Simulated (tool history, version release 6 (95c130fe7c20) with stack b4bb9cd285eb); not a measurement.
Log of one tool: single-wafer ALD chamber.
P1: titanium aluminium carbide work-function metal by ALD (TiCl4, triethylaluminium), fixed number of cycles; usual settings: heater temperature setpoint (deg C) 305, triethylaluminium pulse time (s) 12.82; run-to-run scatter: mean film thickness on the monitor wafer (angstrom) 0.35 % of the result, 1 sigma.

run,hour,heater temperature setpoint (deg C),triethylaluminium pulse time (s),hours since the last thermocouple change,hours since the last triethylaluminium bottle change,mean film thickness on the monitor wafer (angstrom)
1,7.5,305,12.82,1211.8,988,21.123
2,22.1,305,17.06,1226.4,1002.6,21.56
3,32.4,305,12.82,1236.7,1012.9,21.244
# hour 48.4: triethylaluminium bottle replaced
4,49.2,305,6.8,1253.5,0.8,19.539
5,63.9,330,12.82,1268.2,15.5,23.572
6,73.9,286,19.71,1278.2,25.5,19.74
7,86.3,284,8.77,1290.6,37.9,18.597
8,99.7,305,12.82,1304,51.3,21.357
9,113.6,305,12.82,1317.9,65.2,21.374
10,124,323,5.67,1328.3,75.6,19.819
11,138.2,305,12.82,1342.5,89.8,21.201
12,150.6,281,12.82,1354.9,102.2,19.198

Forecast run 13:
13,165.6,305,12.82,1369.9,117.2,?

Run 13 gave mean film thickness on the monitor wafer (angstrom) 21.255.
